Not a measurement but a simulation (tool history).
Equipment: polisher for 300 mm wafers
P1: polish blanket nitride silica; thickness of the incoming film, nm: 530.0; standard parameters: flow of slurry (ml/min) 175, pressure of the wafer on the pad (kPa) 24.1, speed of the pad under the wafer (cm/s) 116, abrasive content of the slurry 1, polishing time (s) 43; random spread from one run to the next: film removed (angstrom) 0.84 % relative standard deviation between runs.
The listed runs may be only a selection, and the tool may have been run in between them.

run	hour	flow of slurry (ml/min)	pressure of the wafer on the pad (kPa)	speed of the pad under the wafer (cm/s)	abrasive content of the slurry	polishing time (s)	wafers polished on this pad	hours since the slurry nozzle was cleaned	hours since the head pressure was calibrated	hours since the slurry blender was calibrated	hours since the conditioning disc was replaced	film removed (angstrom)
1	11.2	175	24.1	116	1	43	293	138.6	458.6	55.4	87	338.01
2	21.6	125	24.1	116	1	32	448	149	469	65.8	97.4	232.75
3	29.6	175	24.1	116	1	43	568	157	477	73.8	105.4	336.12
4	39.9	175	24.1	116	1	43	722	167.3	487.3	84.1	115.7	332.99
5	46.3	260	24.1	116	1.25	43	818	173.7	493.7	90.5	122.1	384.98
6	53.5	175	24.1	116	1	43	926	180.9	500.9	97.7	129.3	334.79
7	64.7	175	24.1	116	1	43	1093	192.1	512.1	108.9	140.5	338.03
8	70.6	245	24.1	116	1	43	1182	198	518	114.8	146.4	357.03
9	81.4	175	24.1	158	1	43	1343	208.8	528.8	125.6	157.2	427.61
10	89	175	24.1	116	1.45	43	1457	216.4	536.4	133.2	164.8	399
11	95.9	175	24.1	116	0.55	43	1560	223.3	543.3	140.1	171.7	246.65
12	105.2	175	24.1	64	1	43	1699	232.6	552.6	149.4	181	212.01
13	111.7	175	15.2	116	1	43	1797	239.1	559.1	155.9	187.5	211.54
14	123.7	175	24.1	116	1	26	1976	251.1	571.1	167.9	199.5	203.55
15	129.6	105	24.1	116	1	43	2064	257	577	173.8	205.4	307.85
# hour 129.7: slurry nozzle cleaned
16	135.4	175	24.1	116	1	57	2151	5.8	582.8	179.6	211.2	450.1
17	144.7	175	37.9	116	1	43	2290	15.1	592.1	188.9	220.5	528.49
18	157.6	175	24.1	116	1	43	2484	28	605	201.8	233.4	335.42
19	167.6	175	24.1	116	1	43	2633	38	615	211.8	243.4	332.1
20	174.3	175	24.1	86	0.6	43	2733	44.7	621.7	218.5	250.1	202.62
21	184	175	24.1	116	1	43	2879	54.4	631.4	228.2	259.8	333.89
22	191.2	175	24.1	116	1	43	2986	61.6	638.6	235.4	267	326.6
23	202.3	175	24.1	116	1	43	3152	72.7	649.7	246.5	278.1	320.17
# hour 213.1: conditioning disc replaced and pad reconditioned
24	213.1	175	24.1	116	1	43	3314	83.5	660.5	257.3	0	308.99
# hour 218.7: worn pad replaced by a new one
25	222	175	24.1	116	1	43	50	92.4	669.4	266.2	8.9	312.48
# hour 230.5: slurry nozzle cleaned
26	232.7	175	24.1	116	1	43	210	2.3	680.1	276.9	19.6	307.48
27	239.7	175	24.1	116	1	43	315	9.3	687.1	283.9	26.6	307.28
28	246.4	175	24.1	116	1	43	415	16	693.8	290.6	33.3	301.88
29	253.9	175	24.1	116	1	43	527	23.5	701.3	298.1	40.8	303.69
30	265.9	175	24.1	116	1	43	707	35.5	713.3	310.1	52.8	308.38

What P1 gives has crept away from where it was. These 2 causes fit the log equally well, each at the size given:
A: head's pressure below its setpoint, % = 8.72
B: abrasive missing from the slurry, % = 17.4
The onset of the drift is placed at about hour 184.
Every other cause this tool's parts could produce, and why it does not fit the log:
removal rate lost through wear of the pad, %: work on it at hour 218.7, done after the drift set in, did not restore what the process gave before
slurry flow missing at the pad, %: work on it at hour 230.5, done after the drift set in, did not restore what the process gave before
time polished since the conditioner stopped cutting, s: work on it at hour 213.1, done after the drift set in, did not restore what the process gave before

You are offered 4 check runs, listed below with question marks in place of their results; each one averages 5 wafers. Which run separates the listed causes by giving clearly different results for each?
check 1	277.9	175	24.1	116	0.55	43						?
check 2	277.9	175	35.2	150	1	43						?
check 3	277.9	175	36.5	116	1	43						?
check 4	277.9	105	24.1	116	1	43						?

Expected result of each check under each candidate cause:
check	result	if A	if B
check 1	film removed (angstrom)	223.68	217.46
check 2	film removed (angstrom)	549.24	549.13
check 3	film removed (angstrom)	464.69	464.6
check 4	film removed (angstrom)	278.39	278.34
Separation of the two closest causes in each check, using whichever result separates them best: check 1 2.82 %; check 2 0.02 %; check 3 0.02 %; check 4 0.02 %
Of the check runs offered, only check 1 discriminates between the causes; the rest would read about the same regardless of which cause applies.

Here is what check 1 returned: film removed (angstrom) 223.5. Which cause is it?

The cause is A: head's pressure below its setpoint, %.
